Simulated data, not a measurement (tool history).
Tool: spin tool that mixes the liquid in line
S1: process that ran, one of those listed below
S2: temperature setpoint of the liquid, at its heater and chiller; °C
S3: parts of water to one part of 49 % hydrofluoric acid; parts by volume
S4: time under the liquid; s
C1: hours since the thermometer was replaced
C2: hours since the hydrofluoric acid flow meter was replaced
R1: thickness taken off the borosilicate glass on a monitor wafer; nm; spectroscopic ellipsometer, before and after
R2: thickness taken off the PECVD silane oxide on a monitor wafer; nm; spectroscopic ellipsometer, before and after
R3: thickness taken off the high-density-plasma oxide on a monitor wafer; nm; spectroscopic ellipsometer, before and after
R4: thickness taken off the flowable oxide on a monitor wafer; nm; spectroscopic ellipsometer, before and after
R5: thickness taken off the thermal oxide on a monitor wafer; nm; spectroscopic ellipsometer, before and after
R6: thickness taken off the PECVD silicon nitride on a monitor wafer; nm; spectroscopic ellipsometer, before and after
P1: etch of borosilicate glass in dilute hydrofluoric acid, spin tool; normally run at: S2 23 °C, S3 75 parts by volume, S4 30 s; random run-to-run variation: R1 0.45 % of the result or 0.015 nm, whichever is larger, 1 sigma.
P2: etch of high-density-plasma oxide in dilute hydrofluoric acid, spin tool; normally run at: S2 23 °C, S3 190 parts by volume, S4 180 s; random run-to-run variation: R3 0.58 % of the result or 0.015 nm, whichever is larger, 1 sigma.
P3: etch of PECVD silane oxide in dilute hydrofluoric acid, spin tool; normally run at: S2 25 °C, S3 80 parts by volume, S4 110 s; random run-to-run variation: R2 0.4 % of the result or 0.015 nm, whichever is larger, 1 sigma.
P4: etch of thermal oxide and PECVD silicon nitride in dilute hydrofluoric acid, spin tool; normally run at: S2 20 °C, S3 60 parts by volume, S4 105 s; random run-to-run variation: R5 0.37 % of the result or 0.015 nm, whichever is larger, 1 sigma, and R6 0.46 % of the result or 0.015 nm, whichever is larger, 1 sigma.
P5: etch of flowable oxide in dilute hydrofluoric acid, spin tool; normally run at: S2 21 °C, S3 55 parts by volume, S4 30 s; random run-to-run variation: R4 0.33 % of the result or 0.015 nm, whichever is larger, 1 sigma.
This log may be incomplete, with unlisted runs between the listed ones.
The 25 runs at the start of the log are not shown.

run	hour	S1	S2	S3	S4	C1	C2	R1	R2	R3	R4	R5	R6
26	247.3	P4	20	60	50	422.1	665					3.6945	2.9775
27	256.3	P3	25	130	110	431.1	674		12.843				
28	264.9	P1	23	75	30	439.7	682.6	13.784					
29	272.9	P1	23	75	30	447.7	690.6	13.691					
30	283.5	P2	23	190	180	458.3	701.2			5.2941			
31	296.8	P5	21	55	30	471.6	714.5				35.526		
32	307.3	P2	27.5	190	180	482.1	725			6.3479			
33	316	P1	23	75	30	490.8	733.7	13.832					
34	324.7	P1	23	75	30	499.5	742.4	14.082					
35	337	P1	23	75	30	511.8	754.7	14.424					
36	343.5	P1	23	75	30	518.3	761.2	14.405					
37	349.8	P1	23	75	30	524.6	767.5	14.508					
38	356.3	P1	23	75	30	531.1	774	14.506					
39	366.8	P1	23	75	30	541.6	784.5	14.609					

Forecast run 40:
40	375.5	P1	23	75	30	550.3	793.2	?					

{"run 40": {"R1": 14.663}}
